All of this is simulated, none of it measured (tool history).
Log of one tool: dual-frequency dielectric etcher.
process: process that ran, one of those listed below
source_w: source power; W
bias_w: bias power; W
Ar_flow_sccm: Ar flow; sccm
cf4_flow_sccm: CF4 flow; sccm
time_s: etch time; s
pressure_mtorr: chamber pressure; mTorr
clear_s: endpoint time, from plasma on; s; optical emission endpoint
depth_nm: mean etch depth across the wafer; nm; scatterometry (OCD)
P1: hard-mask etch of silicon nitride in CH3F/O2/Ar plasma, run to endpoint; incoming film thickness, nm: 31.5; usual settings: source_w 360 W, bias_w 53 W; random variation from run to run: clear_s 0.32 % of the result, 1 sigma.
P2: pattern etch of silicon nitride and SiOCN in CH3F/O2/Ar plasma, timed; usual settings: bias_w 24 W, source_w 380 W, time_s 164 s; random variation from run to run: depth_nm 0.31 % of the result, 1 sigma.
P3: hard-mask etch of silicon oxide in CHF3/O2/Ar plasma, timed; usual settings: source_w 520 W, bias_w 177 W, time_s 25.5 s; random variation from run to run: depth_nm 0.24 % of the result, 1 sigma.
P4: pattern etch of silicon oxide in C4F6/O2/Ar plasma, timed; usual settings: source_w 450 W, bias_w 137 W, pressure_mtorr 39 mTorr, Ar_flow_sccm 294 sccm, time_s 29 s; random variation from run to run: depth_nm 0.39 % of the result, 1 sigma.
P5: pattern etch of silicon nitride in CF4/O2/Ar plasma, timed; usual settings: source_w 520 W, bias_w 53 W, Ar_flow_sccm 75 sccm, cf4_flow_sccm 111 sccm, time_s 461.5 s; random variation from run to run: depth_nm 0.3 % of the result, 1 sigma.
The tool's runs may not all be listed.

run	hour	process	source_w	bias_w	Ar_flow_sccm	cf4_flow_sccm	time_s	pressure_mtorr	clear_s	depth_nm
1	6.6	P1	360	53					52.88	
2	11.7	P1	360	66					49.06	
3	15.9	P5	520	53	75	111	264			571.01
4	21.1	P2	380	24			164			21.862
5	26	P4	450	188	294		29	39		93.748
6	33	P3	520	106			25.5			40.787
7	41.4	P4	310	137	294		29	39		73.937
8	45.7	P1	360	53					53.083	
9	50.9	P4	450	137	294		29	39		85.296
10	58.8	P1	360	37					58.726	
11	64.2	P3	660	177			25.5			52.57
12	70.1	P1	430	53					49.367	
13	78.4	P1	230	36					71.167	
14	82.6	P2	380	24			115.5			15.425
15	90.6	P5	520	53	75	69	461.5			948.04
16	94.8	P1	360	53					52.919	
17	101.6	P5	520	53	75	111	461.5			1002.9
18	109.2	P2	380	14			164			17.421
# hour 113.1: source power generator calibrated
19	117.7	P1	280	35					66.533	
20	125.1	P1	360	53					52.886	
21	129.7	P2	220	24			164			18.151
22	136.3	P3	520	177			25.5			48.148
23	143.6	P3	520	177			14			26.296
24	150.5	P1	260	53					60.072	
25	157.5	P5	520	31	75	111	461.5			830.07
26	162.6	P2	380	24			164			21.866
27	167.7	P5	520	53	48	111	461.5			1041.6
28	173.9	P5	710	53	75	111	461.5			1310.1
29	180.2	P4	450	137	294		40	39		117.08
30	188.7	P4	450	137	294		29	55		81.833
31	196	P4	450	137	372		29	39		83.341
32	201.7	P1	360	53					52.567	
33	207.3	P1	490	33					53.814	
34	214.3	P3	520	177			25.5			47.98
35	223.2	P1	360	53					53.022	
36	231.1	P1	360	53					53.236	
37	238	P1	360	53					53.685	
38	242.9	P1	360	53					53.386	
39	248.2	P1	360	53					53.646	
# hour 256.4: wet clean of the chamber
40	257.1	P1	360	53					53.425	
41	263.9	P1	360	53					53.817	
42	269.3	P1	360	53					53.539	

What P1 gives has crept away from where it was. These 2 causes fit the log equally well, each at the size given:
A: source power that arrives under what is set, % = 4.09
B: bias power that arrives under what is set, % = 4.93
The creep began at about hour 223.2.
Why every other cause is out:
chamber walls in a state that lowers the etch rate, %: serviced at hour 256.4, which brought nothing back

4 check runs are offered, one wafer each, their results left as question marks. Which one tells the causes apart?
check 1	274.7	P4	450	179	294		29	39		?
check 2	274.7	P3	650	177			15.5			?
check 3	274.7	P5	520	35	57	111	461.5			?
check 4	274.7	P2	380	15			164			?

What each check would give under each cause:
check	result	if A	if B
check 1	depth_nm	90.877	90.93
check 2	depth_nm	31.269	31.246
check 3	depth_nm	861.8	880.34
check 4	depth_nm	17.641	17.546
How far apart the two closest causes lie, in the result that separates them most: check 1 0.06 %; check 2 0.07 %; check 3 2.13 %; check 4 0.54 %
Only check 3 tells the causes apart: in the others they would give nearly the same result.

Then check 3 was run and gave: depth_nm 883.39 nm. Which cause is it?

It is B: bias power that arrives under what is set, %.
